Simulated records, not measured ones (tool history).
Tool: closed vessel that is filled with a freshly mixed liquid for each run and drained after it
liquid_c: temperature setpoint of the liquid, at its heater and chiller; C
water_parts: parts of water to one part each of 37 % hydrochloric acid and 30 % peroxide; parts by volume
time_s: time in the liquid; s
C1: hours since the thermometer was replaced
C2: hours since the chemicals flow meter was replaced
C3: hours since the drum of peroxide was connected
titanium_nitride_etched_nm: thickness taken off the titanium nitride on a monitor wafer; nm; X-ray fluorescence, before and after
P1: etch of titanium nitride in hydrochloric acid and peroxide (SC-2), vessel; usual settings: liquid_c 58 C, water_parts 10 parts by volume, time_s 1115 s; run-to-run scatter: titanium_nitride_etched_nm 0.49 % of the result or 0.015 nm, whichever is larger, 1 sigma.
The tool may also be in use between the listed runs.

Run 1, hour 4.1: liquid_c 58 C, water_parts 10 parts by volume, time_s 1115 s; C1 1438; C2 1258.9; C3 358.5. Result: titanium_nitride_etched_nm 36.804 nm.
Run 2, hour 9.1: liquid_c 58 C, water_parts 10 parts by volume, time_s 1955 s; C1 1443; C2 1263.9; C3 363.5. Result: titanium_nitride_etched_nm 65.071 nm.
Run 3, hour 13: liquid_c 42 C, water_parts 10 parts by volume, time_s 1115 s; C1 1446.9; C2 1267.8; C3 367.4. Result: titanium_nitride_etched_nm 12.704 nm.
Run 4, hour 18: liquid_c 58 C, water_parts 4 parts by volume, time_s 1115 s; C1 1451.9; C2 1272.8; C3 372.4. Result: titanium_nitride_etched_nm 73.644 nm.
Run 5, hour 22.9: liquid_c 66 C, water_parts 14 parts by volume, time_s 1115 s; C1 1456.8; C2 1277.7; C3 377.3. Result: titanium_nitride_etched_nm 45.7 nm.
Run 6, hour 27.2: liquid_c 58 C, water_parts 18 parts by volume, time_s 1115 s; C1 1461.1; C2 1282; C3 381.6. Result: titanium_nitride_etched_nm 22.26 nm.
Run 7, hour 32.1: liquid_c 58 C, water_parts 10 parts by volume, time_s 30 s; C1 1466; C2 1286.9; C3 386.5. Result: titanium_nitride_etched_nm 0.98285 nm.
Run 8, hour 36.7: liquid_c 58 C, water_parts 10 parts by volume, time_s 1115 s; C1 1470.6; C2 1291.5; C3 391.1. Result: titanium_nitride_etched_nm 36.697 nm.
Run 9, hour 39.9: liquid_c 58 C, water_parts 10 parts by volume, time_s 1115 s; C1 1473.8; C2 1294.7; C3 394.3. Result: titanium_nitride_etched_nm 37.119 nm.
At hour 41: thermometer replaced.
Run 10, hour 44.3: liquid_c 58 C, water_parts 10 parts by volume, time_s 1115 s; C1 3.3; C2 1299.1; C3 398.7. Result: titanium_nitride_etched_nm 36.68 nm.
Run 11, hour 47.8: liquid_c 72 C, water_parts 10 parts by volume, time_s 1115 s; C1 6.8; C2 1302.6; C3 402.2. Result: titanium_nitride_etched_nm 86.529 nm.
Run 12, hour 51.4: liquid_c 58 C, water_parts 10 parts by volume, time_s 1115 s; C1 10.4; C2 1306.2; C3 405.8. Result: titanium_nitride_etched_nm 36.685 nm.
Run 13, hour 57.4: liquid_c 58 C, water_parts 10 parts by volume, time_s 1115 s; C1 16.4; C2 1312.2; C3 411.8. Result: titanium_nitride_etched_nm 37.047 nm.
Run 14, hour 61.3: liquid_c 58 C, water_parts 10 parts by volume, time_s 1115 s; C1 20.3; C2 1316.1; C3 415.7. Result: titanium_nitride_etched_nm 36.085 nm.
Run 15, hour 68: liquid_c 58 C, water_parts 10 parts by volume, time_s 1115 s; C1 27; C2 1322.8; C3 422.4. Result: titanium_nitride_etched_nm 35.344 nm.
Run 16, hour 74.4: liquid_c 58 C, water_parts 10 parts by volume, time_s 1115 s; C1 33.4; C2 1329.2; C3 428.8. Result: titanium_nitride_etched_nm 34.707 nm.
Run 17, hour 80.6: liquid_c 58 C, water_parts 10 parts by volume, time_s 1115 s; C1 39.6; C2 1335.4; C3 435. Result: titanium_nitride_etched_nm 34.495 nm.
Run 18, hour 87.2: liquid_c 58 C, water_parts 10 parts by volume, time_s 1115 s; C1 46.2; C2 1342; C3 441.6. Result: titanium_nitride_etched_nm 33.956 nm.
Run 19, hour 92.9: liquid_c 58 C, water_parts 10 parts by volume, time_s 1115 s; C1 51.9; C2 1347.7; C3 447.3. Result: titanium_nitride_etched_nm 34.249 nm.
At hour 97.4: new drum of peroxide connected.
Run 20, hour 97.7: liquid_c 58 C, water_parts 10 parts by volume, time_s 1115 s; C1 56.7; C2 1352.5; C3 0.3. Result: titanium_nitride_etched_nm 33.783 nm.
Run 21, hour 103.2: liquid_c 58 C, water_parts 10 parts by volume, time_s 1115 s; C1 62.2; C2 1358; C3 5.8. Result: titanium_nitride_etched_nm 33.72 nm.
Run 22, hour 106.3: liquid_c 58 C, water_parts 10 parts by volume, time_s 1115 s; C1 65.3; C2 1361.1; C3 8.9. Result: titanium_nitride_etched_nm 33.789 nm.
Run 23, hour 112: liquid_c 58 C, water_parts 10 parts by volume, time_s 1115 s; C1 71; C2 1366.8; C3 14.6. Result: titanium_nitride_etched_nm 33.865 nm.

What P1 gives has crept away from where it was. These 2 causes fit the log equally well, each at the size given:
A: chemicals flow below the setpoint (%) = 10.1
B: liquid colder than its thermometer reads (K) = 1.41
The creep began at about hour 57.4.
Why every other cause is out:
peroxide weaker than its label (%): serviced at hour 97.4, which brought nothing back

4 check runs are offered, each on 3 wafers whose results are averaged, their results left as question marks. Which one tells the causes apart?
Run check 1, hour 117.7: liquid_c 48 C, water_parts 4 parts by volume, time_s 1115 s. Result: titanium_nitride_etched_nm ?.
Run check 2, hour 117.7: liquid_c 58 C, water_parts 14.5 parts by volume, time_s 1115 s. Result: titanium_nitride_etched_nm ?.
Run check 3, hour 117.7: liquid_c 72 C, water_parts 10 parts by volume, time_s 1875 s. Result: titanium_nitride_etched_nm ?.
Run check 4, hour 117.7: liquid_c 44.5 C, water_parts 15.5 parts by volume, time_s 1115 s. Result: titanium_nitride_etched_nm ?.

What each check would give under each cause:
  check                      result    if A    if B
check 1  titanium_nitride_etched_nm  35.819  34.989
check 2  titanium_nitride_etched_nm  24.523  24.627
check 3  titanium_nitride_etched_nm  133.67  134.57
check 4  titanium_nitride_etched_nm  9.4544  9.4271
How far apart the two closest causes lie, in the result that separates them most: check 1 2.34 %; check 2 0.42 %; check 3 0.67 %; check 4 0.29 %
Only check 1 tells the causes apart: in the others they would give nearly the same result.

Then check 1 was run and gave: titanium_nitride_etched_nm 34.906 nm. Which cause is it?

It is B: liquid colder than its thermometer reads (K).
